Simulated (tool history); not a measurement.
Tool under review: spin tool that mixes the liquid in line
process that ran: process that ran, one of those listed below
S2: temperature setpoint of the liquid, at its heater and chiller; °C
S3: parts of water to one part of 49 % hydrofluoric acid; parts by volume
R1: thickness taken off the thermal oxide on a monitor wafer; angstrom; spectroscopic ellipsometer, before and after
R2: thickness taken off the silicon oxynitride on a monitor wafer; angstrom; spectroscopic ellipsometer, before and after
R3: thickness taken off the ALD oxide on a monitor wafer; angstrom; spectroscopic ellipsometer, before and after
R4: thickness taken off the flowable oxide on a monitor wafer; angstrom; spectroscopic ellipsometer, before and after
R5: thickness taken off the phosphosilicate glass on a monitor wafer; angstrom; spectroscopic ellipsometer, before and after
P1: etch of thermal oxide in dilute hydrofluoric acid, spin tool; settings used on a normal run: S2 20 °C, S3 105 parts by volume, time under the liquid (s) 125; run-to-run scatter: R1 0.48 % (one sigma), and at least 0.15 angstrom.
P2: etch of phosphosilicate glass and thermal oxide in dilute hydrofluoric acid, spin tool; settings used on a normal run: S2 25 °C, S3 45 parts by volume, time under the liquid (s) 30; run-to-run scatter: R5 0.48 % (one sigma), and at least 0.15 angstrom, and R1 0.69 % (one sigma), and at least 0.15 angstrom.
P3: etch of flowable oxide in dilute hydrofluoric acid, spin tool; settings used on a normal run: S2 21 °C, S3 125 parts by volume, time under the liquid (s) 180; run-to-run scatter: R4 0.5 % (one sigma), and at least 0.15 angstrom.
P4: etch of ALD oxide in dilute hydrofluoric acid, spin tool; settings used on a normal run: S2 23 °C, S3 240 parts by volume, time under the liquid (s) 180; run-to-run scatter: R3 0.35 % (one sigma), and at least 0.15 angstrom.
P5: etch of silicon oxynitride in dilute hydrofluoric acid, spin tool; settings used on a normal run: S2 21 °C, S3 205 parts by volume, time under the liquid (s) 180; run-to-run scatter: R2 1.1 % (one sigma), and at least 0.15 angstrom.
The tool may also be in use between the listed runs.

Run 1, hour 7.7: process that ran P1, S2 20 °C, S3 105 parts by volume, time under the liquid (s) 125. Result: R1 45.724 angstrom.
Run 2, hour 17.2: process that ran P1, S2 20 °C, S3 105 parts by volume, time under the liquid (s) 125. Result: R1 46.118 angstrom.
Run 3, hour 27.1: process that ran P1, S2 20 °C, S3 170 parts by volume, time under the liquid (s) 125. Result: R1 26.78 angstrom.
Run 4, hour 36.5: process that ran P5, S2 26.5 °C, S3 205 parts by volume, time under the liquid (s) 180. Result: R2 27.095 angstrom.
Run 5, hour 46.1: process that ran P1, S2 17 °C, S3 160 parts by volume, time under the liquid (s) 125. Result: R1 25.183 angstrom.
Run 6, hour 51.4: process that ran P4, S2 23 °C, S3 440 parts by volume, time under the liquid (s) 180. Result: R3 34.355 angstrom.
Run 7, hour 62.8: process that ran P3, S2 21 °C, S3 50 parts by volume, time under the liquid (s) 180. Result: R4 1048.5 angstrom.
Run 8, hour 69.1: process that ran P1, S2 20 °C, S3 105 parts by volume, time under the liquid (s) 35. Result: R1 13.105 angstrom.
Run 9, hour 76.7: process that ran P3, S2 21 °C, S3 125 parts by volume, time under the liquid (s) 180. Result: R4 383.37 angstrom.
Run 10, hour 82.4: process that ran P2, S2 29.5 °C, S3 45 parts by volume, time under the liquid (s) 30. Result: R1 40.898 angstrom, R5 766.52 angstrom.
Run 11, hour 91.5: process that ran P3, S2 21 °C, S3 125 parts by volume, time under the liquid (s) 180. Result: R4 381.96 angstrom.
Run 12, hour 100: process that ran P1, S2 25.5 °C, S3 105 parts by volume, time under the liquid (s) 125. Result: R1 57.392 angstrom.
Run 13, hour 109.6: process that ran P1, S2 20 °C, S3 50 parts by volume, time under the liquid (s) 125. Result: R1 103.45 angstrom.
Run 14, hour 115.8: process that ran P4, S2 23 °C, S3 240 parts by volume, time under the liquid (s) 180. Result: R3 76.256 angstrom.
Run 15, hour 124.9: process that ran P1, S2 20 °C, S3 105 parts by volume, time under the liquid (s) 125. Result: R1 45.326 angstrom.
Run 16, hour 136.4: process that ran P4, S2 23 °C, S3 240 parts by volume, time under the liquid (s) 180. Result: R3 76.176 angstrom.
Run 17, hour 144.5: process that ran P2, S2 25 °C, S3 20 parts by volume, time under the liquid (s) 30. Result: R1 79.499 angstrom, R5 1487.2 angstrom.
Run 18, hour 153.5: process that ran P2, S2 25 °C, S3 45 parts by volume, time under the liquid (s) 30. Result: R1 34.056 angstrom, R5 640.74 angstrom.
Run 19, hour 165: process that ran P1, S2 20 °C, S3 105 parts by volume, time under the liquid (s) 125. Result: R1 45.824 angstrom.
Run 20, hour 174.9: process that ran P3, S2 27 °C, S3 125 parts by volume, time under the liquid (s) 180. Result: R4 482.94 angstrom.
Run 21, hour 181: process that ran P4, S2 23 °C, S3 240 parts by volume, time under the liquid (s) 300. Result: R3 126.41 angstrom.
Run 22, hour 191.7: process that ran P1, S2 20 °C, S3 105 parts by volume, time under the liquid (s) 125. Result: R1 45.995 angstrom.
Run 23, hour 198: process that ran P1, S2 17 °C, S3 105 parts by volume, time under the liquid (s) 125. Result: R1 40.981 angstrom.
At hour 201.7: hydrofluoric acid flow meter replaced.
Run 24, hour 203.3: process that ran P5, S2 21 °C, S3 205 parts by volume, time under the liquid (s) 350. Result: R2 41.473 angstrom.
Run 25, hour 213.3: process that ran P2, S2 25 °C, S3 45 parts by volume, time under the liquid (s) 15. Result: R1 17.272 angstrom, R5 319.5 angstrom.
Run 26, hour 224.9: process that ran P1, S2 20 °C, S3 105 parts by volume, time under the liquid (s) 245. Result: R1 90.147 angstrom.
Run 27, hour 236: process that ran P2, S2 25 °C, S3 45 parts by volume, time under the liquid (s) 30. Result: R1 33.623 angstrom, R5 640.15 angstrom.
Run 28, hour 247.2: process that ran P4, S2 18.5 °C, S3 240 parts by volume, time under the liquid (s) 180. Result: R3 64.431 angstrom.
Run 29, hour 254.9: process that ran P1, S2 20 °C, S3 65 parts by volume, time under the liquid (s) 75. Result: R1 46.578 angstrom.
Run 30, hour 263.5: process that ran P5, S2 21 °C, S3 205 parts by volume, time under the liquid (s) 180. Result: R2 21.016 angstrom.
Run 31, hour 270.9: process that ran P5, S2 21 °C, S3 205 parts by volume, time under the liquid (s) 180. Result: R2 21.32 angstrom.
Run 32, hour 282.7: process that ran P5, S2 21 °C, S3 285 parts by volume, time under the liquid (s) 180. Result: R2 14.392 angstrom.
Run 33, hour 293: process that ran P3, S2 21 °C, S3 125 parts by volume, time under the liquid (s) 270. Result: R4 577.63 angstrom.

Run 34 comes next. What will it give?
Run 34, hour 299: process that ran P1, S2 20 °C, S3 105 parts by volume, time under the liquid (s) 125. Result: R1 ?.

R1: 45.29 angstrom

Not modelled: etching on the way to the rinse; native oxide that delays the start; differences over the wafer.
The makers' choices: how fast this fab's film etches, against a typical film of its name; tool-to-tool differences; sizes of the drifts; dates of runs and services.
